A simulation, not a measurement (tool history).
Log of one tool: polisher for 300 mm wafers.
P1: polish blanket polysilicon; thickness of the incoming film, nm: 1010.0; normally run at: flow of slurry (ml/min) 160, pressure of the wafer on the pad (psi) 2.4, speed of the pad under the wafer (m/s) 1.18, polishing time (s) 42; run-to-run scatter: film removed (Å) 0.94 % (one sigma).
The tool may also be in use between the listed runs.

| run | day | flow of slurry (ml/min) | pressure of the wafer on the pad (psi) | speed of the pad under the wafer (m/s) | polishing time (s) | film removed (Å) |
|---|---|---|---|---|---|---|
| 1 | 0.567 | 160 | 2.4 | 1.18 | 42 | 3778.8 |
| 2 | 1.071 | 160 | 2.4 | 1.18 | 42 | 3781.0 |
| 3 | 1.658 | 160 | 3.2 | 1.18 | 42 | 5055.8 |
| 4 | 2.079 | 160 | 2.4 | 1.68 | 42 | 5365.3 |
| 5 | 2.438 | 220 | 2.4 | 1.18 | 26 | 2414.4 |
| 6 | 2.971 | 95 | 2.4 | 1.18 | 42 | 3318.7 |
| 7 | 3.362 | 160 | 2.4 | 1.18 | 42 | 3755.7 |
| 8 | 3.946 | 160 | 1.6 | 1.18 | 42 | 2530.8 |
| 9 | 4.317 | 160 | 2.4 | 0.54 | 42 | 1700.1 |
| 10 | 5.008 | 160 | 2.4 | 1.18 | 19 | 1700.0 |
| 11 | 5.708 | 160 | 2.4 | 1.18 | 42 | 3673.2 |
| 12 | 6.129 | 245 | 2.4 | 1.18 | 42 | 4002.9 |
| 13 | 6.775 | 160 | 2.4 | 1.18 | 67 | 6021.5 |
| 14 | 7.508 | 240 | 2.4 | 1.18 | 26 | 2438.0 |
| 15 | 8.171 | 160 | 2.4 | 1.18 | 42 | 3821.8 |
| 16 | 8.767 | 160 | 2.4 | 1.18 | 42 | 3686.8 |
| 17 | 9.404 | 160 | 2.4 | 1.18 | 42 | 3622.7 |
| 18 | 9.792 | 160 | 2.4 | 1.18 | 42 | 3488.7 |
|  | 10.308 | head pressure recalibrated |
| 19 | 10.379 | 160 | 2.4 | 1.18 | 42 | 3374.9 |
| 20 | 10.721 | 160 | 2.4 | 1.18 | 42 | 3398.8 |
| 21 | 11.100 | 160 | 2.4 | 1.18 | 42 | 3374.2 |
| 22 | 11.700 | 160 | 2.4 | 1.18 | 42 | 3430.9 |

What P1 gives has crept away from where it was. These 2 causes fit the log equally well, each at the size given:
A: slurry flow missing at the pad, % = 38.5
B: removal rate lost through wear of the pad, % = 9.48
The creep began at about day 8.767.
Why every other cause is out:
head's pressure below its setpoint, %: serviced at day 10.308, which brought nothing back

4 check runs are offered, each on 2 wafers whose results are averaged, their results left as question marks. Which one tells the causes apart?
| check 1 | 12.300 | 160 | 2.4 | 1.62 | 27 | ? |
| check 2 | 12.300 | 160 | 2.4 | 1.18 | 19 | ? |
| check 3 | 12.300 | 160 | 3.1 | 0.54 | 42 | ? |
| check 4 | 12.300 | 95 | 2.4 | 1.18 | 42 | ? |

What each check would give under each cause:
| check | result | if A | if B |
|---|---|---|---|
| check 1 | film removed (Å) | 3017.0 | 3017.2 |
| check 2 | film removed (Å) | 1546.4 | 1546.6 |
| check 3 | film removed (Å) | 2020.6 | 2020.8 |
| check 4 | film removed (Å) | 2894.9 | 3066.5 |
How far apart the two closest causes lie, in the result that separates them most: check 1 0.01 %; check 2 0.01 %; check 3 0.01 %; check 4 5.76 %
Check 4 tells the causes apart: in the others they would give nearly the same result.

Then check 4 was run and gave: film removed (Å) 2927.8. Which cause is it?

It is A: slurry flow missing at the pad, %.
